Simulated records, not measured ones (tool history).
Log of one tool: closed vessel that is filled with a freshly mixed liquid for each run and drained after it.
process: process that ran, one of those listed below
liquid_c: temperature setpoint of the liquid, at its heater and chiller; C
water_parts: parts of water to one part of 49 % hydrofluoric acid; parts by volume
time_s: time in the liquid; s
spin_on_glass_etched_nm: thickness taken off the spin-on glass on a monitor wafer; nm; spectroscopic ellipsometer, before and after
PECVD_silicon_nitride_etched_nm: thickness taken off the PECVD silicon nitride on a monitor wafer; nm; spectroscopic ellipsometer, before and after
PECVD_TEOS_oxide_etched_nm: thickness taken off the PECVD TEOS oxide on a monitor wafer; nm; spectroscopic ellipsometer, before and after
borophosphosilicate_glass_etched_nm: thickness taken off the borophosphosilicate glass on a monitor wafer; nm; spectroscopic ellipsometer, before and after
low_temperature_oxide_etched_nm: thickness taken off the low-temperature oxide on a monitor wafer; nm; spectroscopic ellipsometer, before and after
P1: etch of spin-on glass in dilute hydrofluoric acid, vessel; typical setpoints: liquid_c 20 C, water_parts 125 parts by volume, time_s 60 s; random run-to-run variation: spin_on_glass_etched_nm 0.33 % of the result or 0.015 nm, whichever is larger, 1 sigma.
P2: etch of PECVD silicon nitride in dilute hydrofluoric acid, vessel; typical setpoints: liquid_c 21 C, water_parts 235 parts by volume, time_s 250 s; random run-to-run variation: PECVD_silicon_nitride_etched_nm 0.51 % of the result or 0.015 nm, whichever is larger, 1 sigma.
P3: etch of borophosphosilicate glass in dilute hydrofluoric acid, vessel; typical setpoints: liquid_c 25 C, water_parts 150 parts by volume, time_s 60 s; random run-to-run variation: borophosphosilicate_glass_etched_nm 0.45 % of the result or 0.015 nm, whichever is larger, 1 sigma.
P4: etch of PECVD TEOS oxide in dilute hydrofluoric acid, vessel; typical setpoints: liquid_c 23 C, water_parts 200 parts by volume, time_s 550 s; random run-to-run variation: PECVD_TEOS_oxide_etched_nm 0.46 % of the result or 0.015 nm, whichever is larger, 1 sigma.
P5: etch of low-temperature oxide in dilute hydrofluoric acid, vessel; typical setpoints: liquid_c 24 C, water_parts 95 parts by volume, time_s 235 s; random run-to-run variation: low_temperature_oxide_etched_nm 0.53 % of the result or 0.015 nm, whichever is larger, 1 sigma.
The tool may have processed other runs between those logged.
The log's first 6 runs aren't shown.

run	day	process	liquid_c	water_parts	time_s	hours since the thermometer was replaced	hours since the hydrofluoric acid flow meter was replaced	spin_on_glass_etched_nm	PECVD_silicon_nitride_etched_nm	PECVD_TEOS_oxide_etched_nm	borophosphosilicate_glass_etched_nm	low_temperature_oxide_etched_nm
7	3.421	P4	23	200	985	1146.9	180.9			48.996		
8	3.888	P2	21	410	250	1158.1	192.1		2.9218			
9	4.533	P4	23	200	550	1173.6	207.6			27.579		
10	5.192	P1	17	125	60	1189.4	223.4	12.9650				
11	5.754	P3	25	245	60	1202.9	236.9				14.099	
12	6.225	P4	30	200	550	1214.2	248.2			35.320		
13	6.529	P3	25	150	30	1221.5	255.5				12.668	
14	7.146	P1	20	215	60	1236.3	270.3	7.6830				
15	7.812	P1	20	125	30	1252.3	286.3	7.2773				
16	8.317	P1	20	40	60	1264.4	298.4	50.3610				
17	8.867	P1	28	125	60	1277.6	311.6	19.8850				
18	9.338	P3	21	150	60	1288.9	322.9				21.832	
19	9.912	P5	18	95	235	1302.7	336.7					22.5520
20	10.400	P5	24	95	235	1314.4	348.4					28.8700
21	11.042	P2	21	235	95	1329.8	363.8		1.8949			
22	11.362	P4	23	80	550	1337.5	371.5			79.185		
23	11.925	P5	24	160	235	1351.0	385.0					15.6850
24	12.579	P2	17	235	250	1366.7	400.7		3.8913			
25	13.104	P1	20	125	60	1379.3	413.3	14.5760				
26	13.783	P3	25	150	60	1395.6	429.6				25.643	
27	14.321	P1	20	125	100	1408.5	442.5	24.2620				
28	14.925	P1	20	125	60	1423.0	457.0	14.5280				
29	15.438	P5	24	95	30	1435.3	469.3					3.7275
30	16.079	P1	20	125	60	1450.7	484.7	14.6390				

For run 31, what comes out?
31	16.462	P1	20	125	60	1459.9	493.9	?				

For run 31 the tool returned spin_on_glass_etched_nm 14.8800 nm.

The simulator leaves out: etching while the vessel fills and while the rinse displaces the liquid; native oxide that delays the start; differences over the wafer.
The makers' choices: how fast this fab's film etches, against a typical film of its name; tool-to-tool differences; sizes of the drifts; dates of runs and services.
